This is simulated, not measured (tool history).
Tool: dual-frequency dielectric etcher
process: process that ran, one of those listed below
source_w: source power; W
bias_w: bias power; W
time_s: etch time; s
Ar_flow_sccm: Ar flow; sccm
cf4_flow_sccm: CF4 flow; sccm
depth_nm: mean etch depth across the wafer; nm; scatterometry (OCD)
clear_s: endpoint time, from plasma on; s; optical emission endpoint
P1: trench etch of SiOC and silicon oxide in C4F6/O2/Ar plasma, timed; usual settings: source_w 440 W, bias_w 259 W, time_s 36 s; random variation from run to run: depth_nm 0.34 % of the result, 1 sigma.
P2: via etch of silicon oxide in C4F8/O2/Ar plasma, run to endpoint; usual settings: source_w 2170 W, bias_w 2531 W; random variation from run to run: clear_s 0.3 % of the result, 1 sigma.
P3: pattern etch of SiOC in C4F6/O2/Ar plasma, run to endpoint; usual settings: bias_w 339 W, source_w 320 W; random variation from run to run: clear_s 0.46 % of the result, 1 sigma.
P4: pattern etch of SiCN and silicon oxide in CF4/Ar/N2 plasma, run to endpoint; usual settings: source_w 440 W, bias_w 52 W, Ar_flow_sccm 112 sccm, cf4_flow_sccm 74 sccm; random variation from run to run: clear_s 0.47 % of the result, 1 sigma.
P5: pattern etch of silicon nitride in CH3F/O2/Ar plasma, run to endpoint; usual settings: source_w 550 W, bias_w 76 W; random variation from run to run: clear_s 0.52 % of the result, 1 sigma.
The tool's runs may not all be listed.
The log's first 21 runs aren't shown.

run   hour  process  source_w  bias_w  time_s  Ar_flow_sccm  cf4_flow_sccm  depth_nm  clear_s
 22  165.1       P1       580     259      36                                 89.513
 23  171.5       P1       440     259      20                                 44.037
 24  176.5       P2      2170    1844                                                 177.310
 25  181.8       P1       440     163      36                                 68.365
 26  187.0       P5       390      76                                                  52.358
 27  196.3       P1       290     202      36                                 62.422
 28  205.5       P1       440     259      36                                 80.028
 29  212.2       P1       440     259      36                                 79.317
 30  223.2       P1       440     259      36                                 78.897
 31  230.5       P1       440     259      36                                 78.561

Run 32 comes next. What will it give?
 32  240.3       P1       440     259      36                                      ?

depth_nm: 78.401 nm
